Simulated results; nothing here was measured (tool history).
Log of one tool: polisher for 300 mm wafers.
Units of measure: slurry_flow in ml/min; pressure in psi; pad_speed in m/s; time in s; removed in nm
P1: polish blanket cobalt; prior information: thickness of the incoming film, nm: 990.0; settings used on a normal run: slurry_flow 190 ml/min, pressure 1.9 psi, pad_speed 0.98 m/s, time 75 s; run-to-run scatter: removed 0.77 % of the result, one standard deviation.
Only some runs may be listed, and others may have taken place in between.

| run | hour | slurry_flow | pressure | pad_speed | time | removed |
|---|---|---|---|---|---|---|
| 1 | 7.4 | 190 | 1.9 | 0.98 | 75 | 312.66 |
| 2 | 11.1 | 295 | 1.9 | 0.98 | 75 | 329.32 |
| 3 | 17.5 | 190 | 1.9 | 0.98 | 75 | 310.44 |
| 4 | 25.2 | 190 | 1.9 | 0.44 | 75 | 141.55 |
| 5 | 29.1 | 190 | 1.9 | 1.5 | 75 | 475.31 |
| 6 | 35.1 | 190 | 1.9 | 0.98 | 97 | 403.94 |
| 7 | 38.7 | 190 | 1.9 | 0.98 | 75 | 310.03 |
| 8 | 44.3 | 190 | 2.6 | 0.98 | 75 | 427.81 |
| 9 | 48.5 | 190 | 1.9 | 0.98 | 75 | 308.78 |
| 10 | 52.6 | 125 | 1.9 | 0.5 | 75 | 149.12 |
| 11 | 56 | 190 | 0.9 | 0.98 | 75 | 147.21 |
| 12 | 63.4 | 190 | 1.9 | 0.98 | 52 | 215.89 |
| 13 | 67.9 | 115 | 1.9 | 0.98 | 75 | 284.6 |
| 14 | 73.6 | 190 | 1.9 | 0.98 | 75 | 312.58 |
| 15 | 77 | 190 | 1.9 | 0.98 | 75 | 315.61 |
| 16 | 84.8 | 190 | 1.9 | 0.98 | 75 | 316.87 |
| 17 | 89.5 | 190 | 1.9 | 0.98 | 75 | 312.62 |
| 18 | 97.2 | 190 | 1.9 | 0.98 | 75 | 304.2 |
| 19 | 100.6 | 190 | 1.9 | 0.98 | 75 | 298.92 |
| 20 | 105.2 | 190 | 1.9 | 0.98 | 75 | 294.48 |
|  | 107.5 | head pressure recalibrated |
| 21 | 112.5 | 190 | 1.9 | 0.98 | 75 | 287.63 |
| 22 | 116.1 | 190 | 1.9 | 0.98 | 75 | 287.47 |
| 23 | 119.7 | 190 | 1.9 | 0.98 | 75 | 293.54 |
| 24 | 127.2 | 190 | 1.9 | 0.98 | 75 | 294.36 |
| 25 | 134.3 | 190 | 1.9 | 0.98 | 75 | 293.88 |

The log shows P1 creeping away from where it was. Any of the 2 causes listed here, at the size stated for it, fits the log just as well as the others:
A: slurry flow missing at the pad, % = 36
B: removal rate lost through wear of the pad, % = 7.33
The gradual shift began around hour 89.5.
Why every other cause is out:
head's pressure below its setpoint, %: serviced after onset, at hour 107.5, with no recovery of the prior output

Consider the 4 check runs below, whose results appear as question marks and each of which averages 5 wafers. Which one distinguishes the causes, in that each cause would give it a clearly different result?
| check 1 | 141.4 | 140 | 1.9 | 0.98 | 75 | ? |
| check 2 | 141.4 | 190 | 1.2 | 0.98 | 75 | ? |
| check 3 | 141.4 | 190 | 0.9 | 1.34 | 75 | ? |
| check 4 | 141.4 | 190 | 1.9 | 0.76 | 75 | ? |

What every check run would give for each of its results, assuming each possible cause in turn:
| check | result | if A | if B |
|---|---|---|---|
| check 1 | removed | 269.37 | 276.02 |
| check 2 | removed | 183.01 | 183.02 |
| check 3 | removed | 187.68 | 187.69 |
| check 4 | removed | 224.72 | 224.73 |
Distance between the nearest two causes, measured in the result of the check that separates them most: check 1 2.44 %; check 2 0 %; check 3 0 %; check 4 0 %
Only check 1 tells the causes apart: in the others they would give nearly the same result.

Running check 1 produced the following: removed 275.76 nm. Which one of the listed causes fits?

Of the candidate causes, it is B: removal rate lost through wear of the pad, %.
